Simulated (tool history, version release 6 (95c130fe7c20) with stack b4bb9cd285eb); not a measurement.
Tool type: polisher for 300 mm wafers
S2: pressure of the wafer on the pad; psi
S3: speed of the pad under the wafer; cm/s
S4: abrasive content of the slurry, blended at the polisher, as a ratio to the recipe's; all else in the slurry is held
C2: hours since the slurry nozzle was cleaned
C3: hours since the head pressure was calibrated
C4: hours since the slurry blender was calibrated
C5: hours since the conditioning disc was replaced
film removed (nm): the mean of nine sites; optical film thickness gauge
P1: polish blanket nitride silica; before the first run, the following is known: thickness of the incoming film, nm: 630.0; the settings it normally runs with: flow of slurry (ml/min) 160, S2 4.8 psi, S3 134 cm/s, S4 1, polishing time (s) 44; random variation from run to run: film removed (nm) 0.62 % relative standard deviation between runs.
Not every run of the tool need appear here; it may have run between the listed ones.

{"run": 1, "day": 0.312, "flow of slurry (ml/min)": 160, "S2": 4.8, "S3": 134, "S4": 1, "polishing time (s)": 44, "wafers polished on this pad": 630, "C2": 434.1, "C3": 216.1, "C4": 44, "C5": 139.3, "film removed (nm)": 47.229}
{"run": 2, "day": 0.6, "flow of slurry (ml/min)": 160, "S2": 4.8, "S3": 134, "S4": 1.35, "polishing time (s)": 44, "wafers polished on this pad": 713, "C2": 441, "C3": 223, "C4": 50.9, "C5": 146.2, "film removed (nm)": 53.998}
{"run": 3, "day": 0.783, "flow of slurry (ml/min)": 205, "S2": 4.8, "S3": 134, "S4": 1.3, "polishing time (s)": 44, "wafers polished on this pad": 767, "C2": 445.4, "C3": 227.4, "C4": 55.3, "C5": 150.6, "film removed (nm)": 54.898}
{"run": 4, "day": 1.033, "flow of slurry (ml/min)": 160, "S2": 4.8, "S3": 98, "S4": 1, "polishing time (s)": 44, "wafers polished on this pad": 839, "C2": 451.4, "C3": 233.4, "C4": 61.3, "C5": 156.6, "film removed (nm)": 36.647}
{"run": 5, "day": 1.267, "flow of slurry (ml/min)": 160, "S2": 4.8, "S3": 134, "S4": 1, "polishing time (s)": 20, "wafers polished on this pad": 907, "C2": 457, "C3": 239, "C4": 66.9, "C5": 162.2, "film removed (nm)": 21.385}
{"run": 6, "day": 1.562, "flow of slurry (ml/min)": 160, "S2": 4.8, "S3": 134, "S4": 1, "polishing time (s)": 44, "wafers polished on this pad": 993, "C2": 464.1, "C3": 246.1, "C4": 74, "C5": 169.3, "film removed (nm)": 47.197}
{"run": 7, "day": 1.8, "flow of slurry (ml/min)": 160, "S2": 4.8, "S3": 134, "S4": 0.55, "polishing time (s)": 44, "wafers polished on this pad": 1061, "C2": 469.8, "C3": 251.8, "C4": 79.7, "C5": 175, "film removed (nm)": 34.504}
{"run": 8, "day": 2.017, "flow of slurry (ml/min)": 160, "S2": 4.8, "S3": 170, "S4": 1, "polishing time (s)": 44, "wafers polished on this pad": 1124, "C2": 475, "C3": 257, "C4": 84.9, "C5": 180.2, "film removed (nm)": 57.161}
{"run": 9, "day": 2.342, "flow of slurry (ml/min)": 95, "S2": 4.8, "S3": 134, "S4": 1, "polishing time (s)": 44, "wafers polished on this pad": 1219, "C2": 482.8, "C3": 264.8, "C4": 92.7, "C5": 188, "film removed (nm)": 42.385}
{"run": 10, "day": 2.625, "flow of slurry (ml/min)": 160, "S2": 4.8, "S3": 134, "S4": 1, "polishing time (s)": 44, "wafers polished on this pad": 1301, "C2": 489.6, "C3": 271.6, "C4": 99.5, "C5": 194.8, "film removed (nm)": 46.913}
{"run": 11, "day": 2.867, "flow of slurry (ml/min)": 245, "S2": 4.8, "S3": 134, "S4": 1, "polishing time (s)": 44, "wafers polished on this pad": 1371, "C2": 495.4, "C3": 277.4, "C4": 105.3, "C5": 200.6, "film removed (nm)": 49.364}
{"run": 12, "day": 3.162, "flow of slurry (ml/min)": 160, "S2": 4.8, "S3": 134, "S4": 1, "polishing time (s)": 44, "wafers polished on this pad": 1457, "C2": 502.5, "C3": 284.5, "C4": 112.4, "C5": 207.7, "film removed (nm)": 46.825}
{"day": 3.271, "done": "slurry blender recalibrated"}
{"run": 13, "day": 3.338, "flow of slurry (ml/min)": 160, "S2": 2.5, "S3": 134, "S4": 1, "polishing time (s)": 44, "wafers polished on this pad": 1507, "C2": 506.7, "C3": 288.7, "C4": 1.7, "C5": 211.9, "film removed (nm)": 24.528}
{"run": 14, "day": 3.496, "flow of slurry (ml/min)": 95, "S2": 5.9, "S3": 134, "S4": 1, "polishing time (s)": 44, "wafers polished on this pad": 1553, "C2": 510.5, "C3": 292.5, "C4": 5.5, "C5": 215.7, "film removed (nm)": 52.034}
{"run": 15, "day": 3.775, "flow of slurry (ml/min)": 160, "S2": 7.3, "S3": 134, "S4": 1, "polishing time (s)": 44, "wafers polished on this pad": 1634, "C2": 517.2, "C3": 299.2, "C4": 12.2, "C5": 222.4, "film removed (nm)": 71.802}
{"run": 16, "day": 4.096, "flow of slurry (ml/min)": 160, "S2": 4.8, "S3": 134, "S4": 1, "polishing time (s)": 44, "wafers polished on this pad": 1727, "C2": 524.9, "C3": 306.9, "C4": 19.9, "C5": 230.1, "film removed (nm)": 47.146}
{"run": 17, "day": 4.379, "flow of slurry (ml/min)": 160, "S2": 4.8, "S3": 134, "S4": 1, "polishing time (s)": 69, "wafers polished on this pad": 1810, "C2": 531.7, "C3": 313.7, "C4": 26.7, "C5": 236.9, "film removed (nm)": 73.887}
{"run": 18, "day": 4.667, "flow of slurry (ml/min)": 160, "S2": 4.8, "S3": 134, "S4": 1, "polishing time (s)": 44, "wafers polished on this pad": 1893, "C2": 538.6, "C3": 320.6, "C4": 33.6, "C5": 243.8, "film removed (nm)": 47.595}
{"run": 19, "day": 4.929, "flow of slurry (ml/min)": 160, "S2": 4.8, "S3": 134, "S4": 1, "polishing time (s)": 44, "wafers polished on this pad": 1969, "C2": 544.9, "C3": 326.9, "C4": 39.9, "C5": 250.1, "film removed (nm)": 45.61}
{"run": 20, "day": 5.25, "flow of slurry (ml/min)": 160, "S2": 4.8, "S3": 134, "S4": 1, "polishing time (s)": 44, "wafers polished on this pad": 2062, "C2": 552.6, "C3": 334.6, "C4": 47.6, "C5": 257.8, "film removed (nm)": 44.09}
{"run": 21, "day": 5.438, "flow of slurry (ml/min)": 160, "S2": 4.8, "S3": 134, "S4": 1, "polishing time (s)": 44, "wafers polished on this pad": 2117, "C2": 557.1, "C3": 339.1, "C4": 52.1, "C5": 262.3, "film removed (nm)": 43.431}
{"day": 5.567, "done": "conditioning disc replaced and pad reconditioned"}
{"run": 22, "day": 5.604, "flow of slurry (ml/min)": 160, "S2": 4.8, "S3": 134, "S4": 1, "polishing time (s)": 44, "wafers polished on this pad": 2165, "C2": 561.1, "C3": 343.1, "C4": 56.1, "C5": 0.9, "film removed (nm)": 43.233}
{"run": 23, "day": 5.75, "flow of slurry (ml/min)": 160, "S2": 4.8, "S3": 134, "S4": 1, "polishing time (s)": 44, "wafers polished on this pad": 2207, "C2": 564.6, "C3": 346.6, "C4": 59.6, "C5": 4.4, "film removed (nm)": 43.228}
{"day": 5.954, "done": "slurry nozzle cleaned"}
{"run": 24, "day": 6.079, "flow of slurry (ml/min)": 160, "S2": 4.8, "S3": 134, "S4": 1, "polishing time (s)": 44, "wafers polished on this pad": 2303, "C2": 3, "C3": 354.5, "C4": 67.5, "C5": 12.3, "film removed (nm)": 42.955}
{"day": 6.283, "done": "worn pad replaced by a new one"}
{"run": 25, "day": 6.383, "flow of slurry (ml/min)": 160, "S2": 4.8, "S3": 134, "S4": 1, "polishing time (s)": 44, "wafers polished on this pad": 30, "C2": 10.3, "C3": 361.8, "C4": 74.8, "C5": 19.6, "film removed (nm)": 42.91}
{"run": 26, "day": 6.642, "flow of slurry (ml/min)": 160, "S2": 4.8, "S3": 134, "S4": 1, "polishing time (s)": 44, "wafers polished on this pad": 105, "C2": 16.5, "C3": 368, "C4": 81, "C5": 25.8, "film removed (nm)": 42.398}
{"run": 27, "day": 6.85, "flow of slurry (ml/min)": 160, "S2": 4.8, "S3": 134, "S4": 1, "polishing time (s)": 44, "wafers polished on this pad": 165, "C2": 21.5, "C3": 373, "C4": 86, "C5": 30.8, "film removed (nm)": 42.68}
{"run": 28, "day": 7.012, "flow of slurry (ml/min)": 160, "S2": 4.8, "S3": 134, "S4": 1, "polishing time (s)": 44, "wafers polished on this pad": 212, "C2": 25.4, "C3": 376.9, "C4": 89.9, "C5": 34.7, "film removed (nm)": 42.758}

P1 has crept away from where it was. The log is fitted equally well by each of these 2 causes, at the sizes shown:
A: abrasive missing from the slurry, % = 20
B: head's pressure below its setpoint, % = 10.2
The process output started creeping at around day 4.667.
Each remaining cause and why it is not a fit:
removal rate lost through wear of the pad, %: serviced after onset, at day 6.283, with no recovery of the prior output
slurry flow missing at the pad, %: serviced after onset, at day 5.954, with no recovery of the prior output
time polished since the conditioner stopped cutting, s: serviced after onset, at day 5.567, with no recovery of the prior output

Below are 4 check runs, each averaged over 3 wafers, with their results shown as question marks. Which of them would give clearly different results depending on which cause is behind the drift?
{"run": "check 1", "day": 7.175, "flow of slurry (ml/min)": 160, "S2": 4.8, "S3": 134, "S4": 0.6, "polishing time (s)": 21, "film removed (nm)": "?"}
{"run": "check 2", "day": 7.175, "flow of slurry (ml/min)": 200, "S2": 4.8, "S3": 134, "S4": 1, "polishing time (s)": 65, "film removed (nm)": "?"}
{"run": "check 3", "day": 7.175, "flow of slurry (ml/min)": 160, "S2": 2.7, "S3": 134, "S4": 1, "polishing time (s)": 28, "film removed (nm)": "?"}
{"run": "check 4", "day": 7.175, "flow of slurry (ml/min)": 195, "S2": 4.8, "S3": 134, "S4": 1, "polishing time (s)": 44, "film removed (nm)": "?"}

What every check run would give for each of its results, assuming each possible cause in turn:
check=check_1 result=film_removed_(nm) if_A=15.086 if_B=15.516
check=check_2 result=film_removed_(nm) if_A=64.683 if_B=64.686
check=check_3 result=film_removed_(nm) if_A=15.163 if_B=15.163
check=check_4 result=film_removed_(nm) if_A=43.636 if_B=43.638
Distance between the nearest two causes, measured in the result of the check that separates them most: check 1 2.81 %; check 2 0 %; check 3 0 %; check 4 0 %
Only in check 1 would the causes give clearly different results; in the remaining checks their results would be nearly the same.

Then check 1 was run and gave: film removed (nm) 15.571. Which cause is it?

The cause is B: head's pressure below its setpoint, %.

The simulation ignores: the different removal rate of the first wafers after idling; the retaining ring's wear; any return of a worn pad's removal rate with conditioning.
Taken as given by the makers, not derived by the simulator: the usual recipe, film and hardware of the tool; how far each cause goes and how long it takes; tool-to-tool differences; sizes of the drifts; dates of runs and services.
